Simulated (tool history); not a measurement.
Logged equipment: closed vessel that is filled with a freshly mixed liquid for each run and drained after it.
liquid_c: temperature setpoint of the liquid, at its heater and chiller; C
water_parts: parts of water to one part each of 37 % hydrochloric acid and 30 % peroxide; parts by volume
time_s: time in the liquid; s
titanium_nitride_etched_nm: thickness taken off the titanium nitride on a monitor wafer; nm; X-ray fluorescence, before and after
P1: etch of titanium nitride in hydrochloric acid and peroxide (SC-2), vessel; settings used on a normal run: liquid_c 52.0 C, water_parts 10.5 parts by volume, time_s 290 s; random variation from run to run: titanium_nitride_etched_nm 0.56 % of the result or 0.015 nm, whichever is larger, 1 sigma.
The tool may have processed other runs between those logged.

run   hour  liquid_c  water_parts  time_s  titanium_nitride_etched_nm
  1    5.2      52.0         10.5     290                     11.2400
  2   10.2      52.0         10.5     290                     11.1830
  3   14.0      37.5          5.0     290                      7.4573
  4   18.6      42.5          5.5     290                      9.8683
  5   22.0      40.0         16.5     290                      3.3661
  6   26.7      39.0         10.5     290                      4.6053
  7   31.6      52.0         10.5     485                     18.8010
  8   35.1      68.5         10.5     290                     31.6210
      37.6  -- thermometer replaced
  9   41.5      52.0         10.5     290                     11.3140
 10   47.4      52.0         10.5     290                     11.3140
 11   52.3      52.0         10.5     150                      5.8041
 12   57.5      52.0         10.5     290                     11.2420
 13   62.6      52.0         17.0     290                      7.4153
 14   66.3      52.0          4.0     290                     23.6330
 15   72.6      52.0         10.5     290                     11.2000
 16   78.9      52.0         10.5     290                     11.6350
 17   84.5      52.0         10.5     290                     11.8330
 18   91.3      52.0         10.5     290                     12.0590
 19   98.3      52.0         10.5     290                     12.1490
 20  104.7      52.0         10.5     290                     12.2410
 21  110.7      52.0         10.5     290                     12.2080
 22  117.4      52.0         10.5     290                     12.2170
 23  120.7      52.0         10.5     290                     12.2490

Run 24 comes next. What will it give?
 24  125.3      52.0         10.5     290                           ?

{"run 24": {"titanium_nitride_etched_nm": 12.253}}
